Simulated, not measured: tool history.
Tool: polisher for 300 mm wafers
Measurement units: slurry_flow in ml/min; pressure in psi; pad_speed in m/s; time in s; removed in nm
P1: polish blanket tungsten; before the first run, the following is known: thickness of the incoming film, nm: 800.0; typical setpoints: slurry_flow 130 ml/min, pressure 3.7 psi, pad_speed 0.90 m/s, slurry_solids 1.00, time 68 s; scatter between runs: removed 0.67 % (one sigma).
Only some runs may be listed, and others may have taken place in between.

| run | day | slurry_flow | pressure | pad_speed | slurry_solids | time | wafers polished on this pad | hours since the slurry nozzle was cleaned | hours since the head pressure was calibrated | hours since the slurry blender was calibrated | hours since the slurry got fresh peroxide | removed |
|---|---|---|---|---|---|---|---|---|---|---|---|---|
| 1 | 0.621 | 130 | 3.7 | 0.90 | 1.00 | 68 | 230 | 201.4 | 633.6 | 113.3 | 115.7 | 347.69 |
| 2 | 0.962 | 130 | 3.7 | 0.90 | 1.00 | 68 | 322 | 209.6 | 641.8 | 121.5 | 123.9 | 345.66 |
| 3 | 1.288 | 130 | 3.7 | 0.90 | 1.00 | 68 | 409 | 217.4 | 649.6 | 129.3 | 131.7 | 347.15 |
| 4 | 1.879 | 130 | 3.7 | 0.90 | 0.55 | 68 | 568 | 231.6 | 663.8 | 143.5 | 145.9 | 302.65 |
| 5 | 2.342 | 130 | 2.1 | 0.90 | 1.00 | 68 | 692 | 242.7 | 674.9 | 154.6 | 157.0 | 196.32 |
| 6 | 2.667 | 130 | 3.7 | 0.90 | 1.00 | 37 | 780 | 250.5 | 682.7 | 162.4 | 164.8 | 189.72 |
| 7 | 3.204 | 130 | 3.7 | 0.90 | 1.00 | 68 | 924 | 263.4 | 695.6 | 175.3 | 177.7 | 347.62 |
| 8 | 3.804 | 130 | 3.7 | 1.34 | 1.00 | 68 | 1085 | 277.8 | 710.0 | 189.7 | 192.1 | 517.17 |
| 9 | 4.138 | 130 | 3.7 | 0.90 | 1.00 | 68 | 1175 | 285.8 | 718.0 | 197.7 | 200.1 | 347.11 |
| 10 | 4.462 | 200 | 3.7 | 0.90 | 1.00 | 68 | 1262 | 293.6 | 725.8 | 205.5 | 207.9 | 369.74 |
| 11 | 5.017 | 130 | 3.7 | 0.90 | 1.00 | 68 | 1411 | 306.9 | 739.1 | 218.8 | 221.2 | 349.85 |
| 12 | 5.638 | 130 | 3.7 | 0.90 | 1.50 | 68 | 1578 | 321.8 | 754.0 | 233.7 | 236.1 | 385.35 |
| 13 | 6.008 | 130 | 5.8 | 0.90 | 1.00 | 68 | 1677 | 330.7 | 762.9 | 242.6 | 245.0 | 548.96 |
| 14 | 6.662 | 80 | 3.7 | 0.90 | 1.00 | 68 | 1853 | 346.4 | 778.6 | 258.3 | 260.7 | 307.53 |
| 15 | 7.254 | 130 | 1.9 | 0.64 | 1.00 | 68 | 2012 | 360.6 | 792.8 | 272.5 | 274.9 | 128.15 |
| 16 | 7.792 | 130 | 3.7 | 0.90 | 1.00 | 107 | 2156 | 373.5 | 805.7 | 285.4 | 287.8 | 550.55 |
| 17 | 8.283 | 130 | 3.7 | 0.44 | 1.00 | 68 | 2288 | 385.3 | 817.5 | 297.2 | 299.6 | 170.29 |
| 18 | 8.917 | 130 | 3.7 | 0.90 | 1.00 | 68 | 2458 | 400.5 | 832.7 | 312.4 | 314.8 | 347.00 |
| 19 | 9.558 | 130 | 3.7 | 0.90 | 1.00 | 68 | 2631 | 415.9 | 848.1 | 327.8 | 330.2 | 334.09 |
| 20 | 9.988 | 130 | 3.7 | 0.90 | 1.00 | 68 | 2746 | 426.2 | 858.4 | 338.1 | 340.5 | 332.26 |
| 21 | 10.458 | 130 | 3.7 | 0.90 | 1.00 | 68 | 2872 | 437.5 | 869.7 | 349.4 | 351.8 | 325.66 |
|  | 10.462 | worn pad replaced by a new one |
| 22 | 10.954 | 130 | 3.7 | 0.90 | 1.00 | 68 | 132 | 449.4 | 881.6 | 361.3 | 363.7 | 321.81 |
|  | 10.975 | slurry blender recalibrated |
|  | 10.988 | slurry tank refilled with fresh slurry and peroxide |
| 23 | 11.596 | 130 | 3.7 | 0.90 | 1.00 | 68 | 304 | 464.8 | 897.0 | 14.9 | 14.7 | 321.57 |
| 24 | 12.288 | 130 | 3.7 | 0.90 | 1.00 | 68 | 490 | 481.4 | 913.6 | 31.5 | 31.3 | 323.92 |
| 25 | 12.612 | 130 | 3.7 | 0.90 | 1.00 | 68 | 577 | 489.2 | 921.4 | 39.3 | 39.1 | 321.25 |

The log shows P1 creeping away from where it was. Any of the 2 causes listed here, at the size stated for it, fits the log just as well as the others:
A: head's pressure below its setpoint, % = 7.68
B: slurry flow missing at the pad, % = 29.3
The gradual shift began around day 8.917.
Why every other cause is out:
removal rate lost through wear of the pad, %: maintenance at day 10.462, after the shift began, did not return the process to its former output
abrasive missing from the slurry, %: maintenance at day 10.975, after the shift began, did not return the process to its former output
peroxide lost from the slurry, %: maintenance at day 10.988, after the shift began, did not return the process to its former output

Of the 4 check runs below, each run on 5 wafers with the results averaged and each result still a question mark, which one would tell the listed causes apart?
| check 1 | 12.938 | 130 | 3.7 | 0.90 | 0.65 | 38 |  |  |  |  |  | ? |
| check 2 | 12.938 | 130 | 5.5 | 0.90 | 1.00 | 106 |  |  |  |  |  | ? |
| check 3 | 12.938 | 195 | 3.7 | 1.24 | 1.00 | 68 |  |  |  |  |  | ? |
| check 4 | 12.938 | 130 | 3.7 | 0.90 | 1.25 | 68 |  |  |  |  |  | ? |

What every check run would give for each of its results, assuming each possible cause in turn:
| check | result | if A | if B |
|---|---|---|---|
| check 1 | removed | 162.50 | 162.50 |
| check 2 | removed | 744.44 | 744.45 |
| check 3 | removed | 473.07 | 484.88 |
| check 4 | removed | 338.87 | 338.88 |
Per check, the gap between the least separated pair of causes, taken in the result that splits them most: check 1 0 %; check 2 0 %; check 3 2.47 %; check 4 0 %
Of the check runs offered, only check 3 discriminates between the causes; the rest would read about the same regardless of which cause applies.

Running check 3 produced the following: removed 484.25 nm. Which one of the listed causes fits?

It is B: slurry flow missing at the pad, %.

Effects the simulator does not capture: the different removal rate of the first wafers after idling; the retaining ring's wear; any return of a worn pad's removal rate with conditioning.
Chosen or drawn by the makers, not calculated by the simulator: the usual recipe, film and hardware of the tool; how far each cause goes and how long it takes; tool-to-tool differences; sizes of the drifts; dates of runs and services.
